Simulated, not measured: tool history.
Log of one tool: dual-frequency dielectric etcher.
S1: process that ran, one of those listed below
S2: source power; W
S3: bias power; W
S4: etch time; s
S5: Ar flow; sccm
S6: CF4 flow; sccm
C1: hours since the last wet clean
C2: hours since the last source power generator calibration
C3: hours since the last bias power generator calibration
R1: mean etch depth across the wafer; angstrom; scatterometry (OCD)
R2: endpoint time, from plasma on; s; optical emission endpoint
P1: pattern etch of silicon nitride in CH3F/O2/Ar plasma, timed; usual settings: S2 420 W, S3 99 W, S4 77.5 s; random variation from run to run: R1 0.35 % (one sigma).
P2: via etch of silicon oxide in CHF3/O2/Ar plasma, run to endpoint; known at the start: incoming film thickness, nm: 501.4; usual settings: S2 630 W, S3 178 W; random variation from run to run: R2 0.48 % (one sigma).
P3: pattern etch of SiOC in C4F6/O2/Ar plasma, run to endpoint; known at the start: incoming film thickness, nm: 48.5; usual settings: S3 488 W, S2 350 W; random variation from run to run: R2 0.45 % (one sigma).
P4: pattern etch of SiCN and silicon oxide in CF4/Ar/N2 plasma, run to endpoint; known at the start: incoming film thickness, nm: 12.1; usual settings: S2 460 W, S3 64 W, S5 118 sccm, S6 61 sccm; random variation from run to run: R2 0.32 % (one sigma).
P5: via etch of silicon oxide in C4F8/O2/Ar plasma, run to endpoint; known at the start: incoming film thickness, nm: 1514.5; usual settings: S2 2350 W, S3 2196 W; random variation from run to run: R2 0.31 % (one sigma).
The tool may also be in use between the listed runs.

run,hour,S1,S2,S3,S4,S5,S6,C1,C2,C3,R1,R2
1,10.7,P1,420,99,77.5,,,87.4,1137.2,2397.8,623.29,
2,19.2,P5,2350,2196,,,,95.9,1145.7,2406.3,,273.600
3,26.8,P1,420,141,77.5,,,103.5,1153.3,2413.9,711.55,
4,35.3,P1,420,81,77.5,,,112.0,1161.8,2422.4,578.87,
5,44.7,P1,530,79,77.5,,,121.4,1171.2,2431.8,628.52,
6,55.1,P5,2350,1285,,,,131.8,1181.6,2442.2,,317.220
7,61.4,P4,460,64,,118,85,138.1,1187.9,2448.5,,14.422
8,71.6,P2,630,178,,,,148.3,1198.1,2458.7,,247.090
9,81.6,P1,420,99,77.5,,,158.3,1208.1,2468.7,623.04,
10,92.8,P1,420,99,43.0,,,169.5,1219.3,2479.9,346.75,
# hour 101.3: wet clean of the chamber
11,105.5,P4,460,64,,165,61,4.2,1232.0,2492.6,,16.060
12,116.7,P3,350,488,,,,15.4,1243.2,2503.8,,16.795
13,124.5,P5,1390,2196,,,,23.2,1251.0,2511.6,,338.460
14,133.4,P1,420,99,109.5,,,32.1,1259.9,2520.5,879.25,
15,145.4,P5,2350,2196,,,,44.1,1271.9,2532.5,,274.140
16,157.0,P2,630,235,,,,55.7,1283.5,2544.1,,224.240
17,164.3,P3,210,488,,,,63.0,1290.8,2551.4,,20.281
18,171.2,P2,870,178,,,,69.9,1297.7,2558.3,,216.610
19,180.5,P4,460,45,,118,61,79.2,1307.0,2567.6,,16.963
20,192.7,P1,580,99,77.5,,,91.4,1319.2,2579.8,705.77,
21,205.5,P4,620,64,,118,61,104.2,1332.0,2592.6,,11.614
22,218.2,P1,420,99,77.5,,,116.9,1344.7,2605.3,626.92,
23,229.6,P1,420,99,77.5,,,128.3,1356.1,2616.7,620.07,
24,238.4,P3,350,346,,,,137.1,1364.9,2625.5,,19.064
25,245.3,P4,460,64,,118,61,144.0,1371.8,2632.4,,15.129
26,251.1,P1,330,99,77.5,,,149.8,1377.6,2638.2,570.97,
27,263.0,P1,420,99,77.5,,,161.7,1389.5,2650.1,623.73,
28,269.1,P1,420,99,77.5,,,167.8,1395.6,2656.2,621.93,
29,277.1,P1,420,99,77.5,,,175.8,1403.6,2664.2,628.64,
30,287.0,P1,420,99,77.5,,,185.7,1413.5,2674.1,630.81,
31,299.6,P1,420,99,77.5,,,198.3,1426.1,2686.7,632.45,
# hour 301.8: wet clean of the chamber
32,307.1,P1,420,99,77.5,,,5.3,1433.6,2694.2,631.94,
33,319.3,P1,420,99,77.5,,,17.5,1445.8,2706.4,634.75,
34,325.2,P1,420,99,77.5,,,23.4,1451.7,2712.3,632.58,

Forecast run 35:
35,337.1,P1,420,99,77.5,,,35.3,1463.6,2724.2,?,

Run 35 gave R1 635.01 angstrom.
